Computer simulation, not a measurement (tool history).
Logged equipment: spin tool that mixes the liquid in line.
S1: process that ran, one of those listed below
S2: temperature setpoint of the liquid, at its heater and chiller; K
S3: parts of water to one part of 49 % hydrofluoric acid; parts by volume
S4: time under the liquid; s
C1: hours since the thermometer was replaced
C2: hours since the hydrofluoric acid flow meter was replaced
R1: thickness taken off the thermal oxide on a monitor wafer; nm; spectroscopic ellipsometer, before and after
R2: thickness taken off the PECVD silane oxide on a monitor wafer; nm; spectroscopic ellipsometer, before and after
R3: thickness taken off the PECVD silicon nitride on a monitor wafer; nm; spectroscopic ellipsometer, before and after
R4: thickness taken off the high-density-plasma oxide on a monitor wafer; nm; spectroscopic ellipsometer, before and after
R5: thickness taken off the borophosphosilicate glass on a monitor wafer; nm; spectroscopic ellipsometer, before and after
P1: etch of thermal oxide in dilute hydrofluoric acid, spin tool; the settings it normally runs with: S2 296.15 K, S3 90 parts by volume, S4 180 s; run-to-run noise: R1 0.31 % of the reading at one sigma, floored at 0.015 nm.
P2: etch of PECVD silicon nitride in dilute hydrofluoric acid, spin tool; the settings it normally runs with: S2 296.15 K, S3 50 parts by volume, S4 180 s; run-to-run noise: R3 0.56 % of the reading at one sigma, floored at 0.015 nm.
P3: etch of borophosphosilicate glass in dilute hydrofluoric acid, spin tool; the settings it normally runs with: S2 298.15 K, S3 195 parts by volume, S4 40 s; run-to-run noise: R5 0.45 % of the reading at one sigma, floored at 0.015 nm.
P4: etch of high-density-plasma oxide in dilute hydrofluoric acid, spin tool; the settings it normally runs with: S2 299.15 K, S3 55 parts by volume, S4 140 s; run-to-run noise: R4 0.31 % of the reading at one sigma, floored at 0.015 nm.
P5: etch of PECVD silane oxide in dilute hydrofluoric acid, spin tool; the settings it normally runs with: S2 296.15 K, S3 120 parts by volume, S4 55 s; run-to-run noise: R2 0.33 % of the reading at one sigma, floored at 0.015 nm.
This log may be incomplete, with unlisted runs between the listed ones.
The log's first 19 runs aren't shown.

| run | day | S1 | S2 | S3 | S4 | C1 | C2 | R1 | R2 | R3 | R4 | R5 |
|---|---|---|---|---|---|---|---|---|---|---|---|---|
| 20 | 5.417 | P1 | 296.15 | 20 | 55 | 84.6 | 97.4 | 13.446 |  |  |  |  |
| 21 | 5.592 | P4 | 299.15 | 55 | 255 | 88.8 | 101.6 |  |  |  | 37.347 |  |
| 22 | 5.821 | P1 | 296.15 | 30 | 180 | 94.3 | 107.1 | 28.814 |  |  |  |  |
| 23 | 6.112 | P4 | 299.15 | 30 | 140 | 101.3 | 114.1 |  |  |  | 39.038 |  |
| 24 | 6.367 | P5 | 296.15 | 120 | 55 | 107.4 | 120.2 |  | 10.662 |  |  |  |
| 25 | 6.533 | P3 | 298.15 | 325 | 40 | 111.4 | 124.2 |  |  |  |  | 8.4231 |
| 26 | 6.783 | P1 | 301.65 | 90 | 180 | 117.4 | 130.2 | 11.153 |  |  |  |  |
| 27 | 7.038 | P1 | 296.15 | 90 | 340 | 123.5 | 136.3 | 16.968 |  |  |  |  |
| 28 | 7.2 | P5 | 296.15 | 120 | 15 | 127.4 | 140.2 |  | 2.9216 |  |  |  |
| 29 | 7.542 | P5 | 304.15 | 120 | 55 | 135.6 | 148.4 |  | 14.449 |  |  |  |
| 30 | 7.829 | P1 | 296.15 | 125 | 180 | 142.5 | 155.3 | 6.1677 |  |  |  |  |
| 31 | 8.008 | P3 | 298.15 | 195 | 40 | 146.8 | 159.6 |  |  |  |  | 16.13 |
| 32 | 8.304 | P1 | 296.15 | 90 | 180 | 153.9 | 166.7 | 9.0152 |  |  |  |  |
| 33 | 8.571 | P1 | 296.15 | 90 | 180 | 160.3 | 173.1 | 9.2055 |  |  |  |  |
| 34 | 8.858 | P1 | 296.15 | 90 | 180 | 167.2 | 180 | 9.3732 |  |  |  |  |
| 35 | 9.162 | P1 | 296.15 | 90 | 180 | 174.5 | 187.3 | 9.5153 |  |  |  |  |
| 36 | 9.383 | P1 | 296.15 | 90 | 180 | 179.8 | 192.6 | 9.5117 |  |  |  |  |
| 37 | 9.621 | P1 | 296.15 | 90 | 180 | 185.5 | 198.3 | 9.6428 |  |  |  |  |
| 38 | 9.833 | P1 | 296.15 | 90 | 180 | 190.6 | 203.4 | 9.5827 |  |  |  |  |
| 39 | 10.029 | P1 | 296.15 | 90 | 180 | 195.3 | 208.1 | 9.6106 |  |  |  |  |

What will run 40 give?
| 40 | 10.371 | P1 | 296.15 | 90 | 180 | 203.5 | 216.3 | ? |  |  |  |  |

Run 40 came out at R1 9.6403 nm.

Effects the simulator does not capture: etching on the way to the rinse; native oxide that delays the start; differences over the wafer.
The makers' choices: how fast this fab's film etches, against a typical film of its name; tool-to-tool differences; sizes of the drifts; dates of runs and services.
